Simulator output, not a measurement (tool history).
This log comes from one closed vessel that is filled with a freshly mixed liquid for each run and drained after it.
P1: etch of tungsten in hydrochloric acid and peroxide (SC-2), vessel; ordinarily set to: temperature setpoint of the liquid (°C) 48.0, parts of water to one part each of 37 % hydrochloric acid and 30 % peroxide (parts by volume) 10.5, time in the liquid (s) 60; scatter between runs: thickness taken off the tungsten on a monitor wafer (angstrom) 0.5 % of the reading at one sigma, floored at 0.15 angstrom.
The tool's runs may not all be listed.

run	hour	temperature setpoint of the liquid (°C)	parts of water to one part each of 37 % hydrochloric acid and 30 % peroxide (parts by volume)	time in the liquid (s)	hours since the thermometer was replaced	hours since the chemicals flow meter was replaced	hours since the drum of peroxide was connected	thickness taken off the tungsten on a monitor wafer (angstrom)
1	3.7	48.0	10.5	60	1455.6	811.0	706.3	99.308
2	7.2	35.0	10.5	60	1459.1	814.5	709.8	39.843
3	11.4	60.5	10.5	105	1463.3	818.7	714.0	389.810
4	14.3	48.0	4.0	60	1466.2	821.6	716.9	204.480
5	17.5	48.0	10.5	60	1469.4	824.8	720.1	99.062
# hour 19.9: new drum of peroxide connected
6	22.4	48.0	10.5	60	1474.3	829.7	2.6	98.646
7	27.0	48.0	10.5	110	1478.9	834.3	7.2	182.130
8	32.3	61.5	10.5	60	1484.2	839.6	12.5	237.560
9	37.7	48.0	10.5	60	1489.6	845.0	17.9	97.755
10	41.5	48.0	10.5	30	1493.4	848.8	21.7	49.703

Predict the results of run 11:
11	46.9	48.0	17.5	60	1498.8	854.2	27.1	?

Run 11 measured thickness taken off the tungsten on a monitor wafer (angstrom) 63.866.

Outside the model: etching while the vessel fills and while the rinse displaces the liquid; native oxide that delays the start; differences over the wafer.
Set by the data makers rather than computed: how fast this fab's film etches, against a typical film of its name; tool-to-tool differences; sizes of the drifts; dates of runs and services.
